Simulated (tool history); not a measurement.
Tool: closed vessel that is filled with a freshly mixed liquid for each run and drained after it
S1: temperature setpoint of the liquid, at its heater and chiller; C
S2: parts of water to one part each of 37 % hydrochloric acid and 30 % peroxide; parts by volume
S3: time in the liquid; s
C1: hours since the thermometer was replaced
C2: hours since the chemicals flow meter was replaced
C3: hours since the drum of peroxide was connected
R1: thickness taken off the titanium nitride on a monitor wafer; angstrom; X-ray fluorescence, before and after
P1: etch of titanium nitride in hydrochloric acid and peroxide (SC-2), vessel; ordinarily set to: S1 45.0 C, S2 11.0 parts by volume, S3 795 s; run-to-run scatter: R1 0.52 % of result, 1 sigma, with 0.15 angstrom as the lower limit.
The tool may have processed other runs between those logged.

run,day,S1,S2,S3,C1,C2,C3,R1
1,0.512,45.0,11.0,795,949.4,979.3,386.4,76.9710
# day 0.933: thermometer replaced
2,0.979,45.0,11.0,795,1.1,990.5,397.6,77.0240
3,1.588,61.0,11.0,795,15.7,1005.1,412.2,220.0500
4,2.271,45.0,11.0,795,32.1,1021.5,428.6,76.7960
5,2.633,45.0,11.0,795,40.8,1030.2,437.3,76.7460
6,3.200,45.0,11.0,795,54.4,1043.8,450.9,76.5790
7,3.812,45.0,11.0,795,69.1,1058.5,465.6,76.7340
# day 4.183: chemicals flow meter replaced
8,4.183,45.0,4.0,795,78.0,0.1,474.5,166.5300
9,4.671,45.0,20.0,795,89.7,11.8,486.2,45.0110
10,5.183,38.5,16.5,795,102.0,24.1,498.5,33.8380
11,5.858,45.0,11.0,1500,118.2,40.3,514.7,146.0400
12,6.400,35.0,11.0,795,131.2,53.3,527.7,37.7010
13,6.912,45.0,11.0,30,143.5,65.6,540.0,2.7031
14,7.367,45.0,11.0,795,154.4,76.5,550.9,77.2080
15,8.096,45.0,11.0,795,171.9,94.0,568.4,79.8210
16,8.488,45.0,11.0,795,181.3,103.4,577.8,81.4520
17,9.058,45.0,11.0,795,195.0,117.1,591.5,83.0890
18,9.696,45.0,11.0,795,210.3,132.4,606.8,82.0110
19,10.404,45.0,11.0,795,227.3,149.4,623.8,83.4020
20,10.812,45.0,11.0,795,237.1,159.2,633.6,84.5110
21,11.271,45.0,11.0,795,248.1,170.2,644.6,83.9250
22,11.792,45.0,11.0,795,260.6,182.7,657.1,83.3090
23,12.458,45.0,11.0,795,276.6,198.7,673.1,84.4350

The output of P1 has drifted from where it used to be. Each of the 2 causes below, taken at the size shown beside it, accounts for the log equally well:
A: liquid hotter than its thermometer reads (K) = 1.33
B: chemicals flow above the setpoint (%) = 11.5
The onset of the drift is placed at about day 7.367.
Excluded causes, each with its reason:
peroxide weaker than its label (%): at most 8, giving a -7.4 % change in R1: too small, or against the direction of the creep

The 4 check runs listed below each average the results of 3 wafers, and their outcomes are marked with question marks. Under which run would the listed causes produce clearly different results?
check 1,13.125,54.0,11.0,1355,,,,?
check 2,13.125,45.0,17.5,120,,,,?
check 3,13.125,35.0,4.0,795,,,,?
check 4,13.125,59.5,5.0,795,,,,?

What each check would give under each cause:
check,result,if A,if B
check 1,R1,260.4300,261.7800
check 2,R1,8.4627,8.5139
check 3,R1,90.1040,87.8110
check 4,R1,402.3100,399.5900
Gap, in per cent, between the two causes that each check separates least, read from the result that separates them most: check 1 0.52 %; check 2 0.6 %; check 3 2.58 %; check 4 0.68 %
The causes can be told apart only by check 3. The other checks would give nearly the same results under each of them.

Check 3 has now been run. It gave: R1 88.3090 angstrom. Which of the candidate causes is it?

Of the candidate causes, it is B: chemicals flow above the setpoint (%).

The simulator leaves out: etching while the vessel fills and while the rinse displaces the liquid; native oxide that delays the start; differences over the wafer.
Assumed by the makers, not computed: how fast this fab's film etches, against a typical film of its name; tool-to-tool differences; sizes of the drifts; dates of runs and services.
